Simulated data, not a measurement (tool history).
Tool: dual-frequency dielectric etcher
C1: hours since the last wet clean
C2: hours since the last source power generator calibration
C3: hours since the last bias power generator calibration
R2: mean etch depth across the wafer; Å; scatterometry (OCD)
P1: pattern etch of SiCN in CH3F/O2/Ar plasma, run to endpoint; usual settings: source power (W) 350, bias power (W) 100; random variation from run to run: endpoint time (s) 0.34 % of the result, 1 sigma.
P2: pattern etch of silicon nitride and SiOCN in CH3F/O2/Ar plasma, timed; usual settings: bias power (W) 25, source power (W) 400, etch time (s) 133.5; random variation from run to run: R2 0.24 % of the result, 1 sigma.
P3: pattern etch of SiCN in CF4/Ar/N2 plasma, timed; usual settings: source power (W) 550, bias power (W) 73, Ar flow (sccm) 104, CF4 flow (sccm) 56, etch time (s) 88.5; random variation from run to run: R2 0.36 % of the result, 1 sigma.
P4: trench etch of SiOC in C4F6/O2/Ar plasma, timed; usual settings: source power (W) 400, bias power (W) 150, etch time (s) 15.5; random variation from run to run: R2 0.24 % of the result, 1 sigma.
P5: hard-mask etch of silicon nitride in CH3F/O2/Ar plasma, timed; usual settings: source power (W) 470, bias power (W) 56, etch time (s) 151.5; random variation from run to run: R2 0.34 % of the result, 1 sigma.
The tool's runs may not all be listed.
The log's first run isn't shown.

Run 2, day 1.275: process that ran P2, source power (W) 500, bias power (W) 25, etch time (s) 133.5; C1 212.7; C2 918.6; C3 3324.1. Result: R2 201.23 Å.
Run 3, day 2.017: process that ran P3, source power (W) 550, bias power (W) 73, etch time (s) 88.5, Ar flow (sccm) 126, CF4 flow (sccm) 56; C1 230.5; C2 936.4; C3 3341.9. Result: R2 854.05 Å.
Run 4, day 2.55: process that ran P1, source power (W) 240, bias power (W) 120; C1 243.3; C2 949.2; C3 3354.7. Result: endpoint time (s) 29.286.
Run 5, day 3.262: process that ran P1, source power (W) 350, bias power (W) 100; C1 260.4; C2 966.3; C3 3371.8. Result: endpoint time (s) 27.366.
Run 6, day 3.621: process that ran P5, source power (W) 470, bias power (W) 56, etch time (s) 151.5; C1 269; C2 974.9; C3 3380.4. Result: R2 1039.3 Å.
Run 7, day 4.171: process that ran P1, source power (W) 350, bias power (W) 100; C1 282.2; C2 988.1; C3 3393.6. Result: endpoint time (s) 27.168.
Run 8, day 4.679: process that ran P1, source power (W) 220, bias power (W) 100; C1 294.4; C2 1000.3; C3 3405.8. Result: endpoint time (s) 32.478.
Run 9, day 5.229: process that ran P3, source power (W) 710, bias power (W) 73, etch time (s) 88.5, Ar flow (sccm) 104, CF4 flow (sccm) 56; C1 307.6; C2 1013.5; C3 3419. Result: R2 1104.1 Å.
Run 10, day 5.908: process that ran P4, source power (W) 310, bias power (W) 150, etch time (s) 15.5; C1 323.9; C2 1029.8; C3 3435.3. Result: R2 283.84 Å.
Run 11, day 6.521: process that ran P1, source power (W) 440, bias power (W) 100; C1 338.6; C2 1044.5; C3 3450. Result: endpoint time (s) 25.032.
Run 12, day 7.238: process that ran P3, source power (W) 550, bias power (W) 73, etch time (s) 88.5, Ar flow (sccm) 104, CF4 flow (sccm) 39; C1 355.8; C2 1061.7; C3 3467.2. Result: R2 830.83 Å.
Run 13, day 7.679: process that ran P1, source power (W) 350, bias power (W) 142; C1 366.4; C2 1072.3; C3 3477.8. Result: endpoint time (s) 23.962.
Run 14, day 8.192: process that ran P5, source power (W) 470, bias power (W) 56, etch time (s) 151.5; C1 378.7; C2 1084.6; C3 3490.1. Result: R2 1040.5 Å.
Run 15, day 8.833: process that ran P1, source power (W) 350, bias power (W) 59; C1 394.1; C2 1100; C3 3505.5. Result: endpoint time (s) 33.028.
Run 16, day 9.333: process that ran P3, source power (W) 550, bias power (W) 73, etch time (s) 51, Ar flow (sccm) 104, CF4 flow (sccm) 56; C1 406.1; C2 1112; C3 3517.5. Result: R2 508.15 Å.
Run 17, day 9.996: process that ran P2, source power (W) 400, bias power (W) 25, etch time (s) 177; C1 422; C2 1127.9; C3 3533.4. Result: R2 247.08 Å.
Run 18, day 10.4: process that ran P5, source power (W) 470, bias power (W) 56, etch time (s) 110.5; C1 431.7; C2 1137.6; C3 3543.1. Result: R2 753.83 Å.
Run 19, day 10.879: process that ran P1, source power (W) 350, bias power (W) 100; C1 443.2; C2 1149.1; C3 3554.6. Result: endpoint time (s) 27.425.
Run 20, day 11.333: process that ran P4, source power (W) 400, bias power (W) 150, etch time (s) 15.5; C1 454.1; C2 1160; C3 3565.5. Result: R2 313.85 Å.
Run 21, day 11.983: process that ran P3, source power (W) 550, bias power (W) 89, etch time (s) 88.5, Ar flow (sccm) 104, CF4 flow (sccm) 56; C1 469.7; C2 1175.6; C3 3581.1. Result: R2 946.3 Å.
Run 22, day 12.708: process that ran P5, source power (W) 470, bias power (W) 38, etch time (s) 151.5; C1 487.1; C2 1193; C3 3598.5. Result: R2 922.16 Å.
Run 23, day 13.196: process that ran P4, source power (W) 400, bias power (W) 184, etch time (s) 15.5; C1 498.8; C2 1204.7; C3 3610.2. Result: R2 334.43 Å.
Run 24, day 13.754: process that ran P1, source power (W) 220, bias power (W) 132; C1 512.2; C2 1218.1; C3 3623.6. Result: endpoint time (s) 29.139.

Forecast run 25:
Run 25, day 14.104: process that ran P2, source power (W) 400, bias power (W) 25, etch time (s) 133.5; C1 520.6; C2 1226.5; C3 3632. Result: R2 ?.

{"run 25": {"R2": 186.69}}
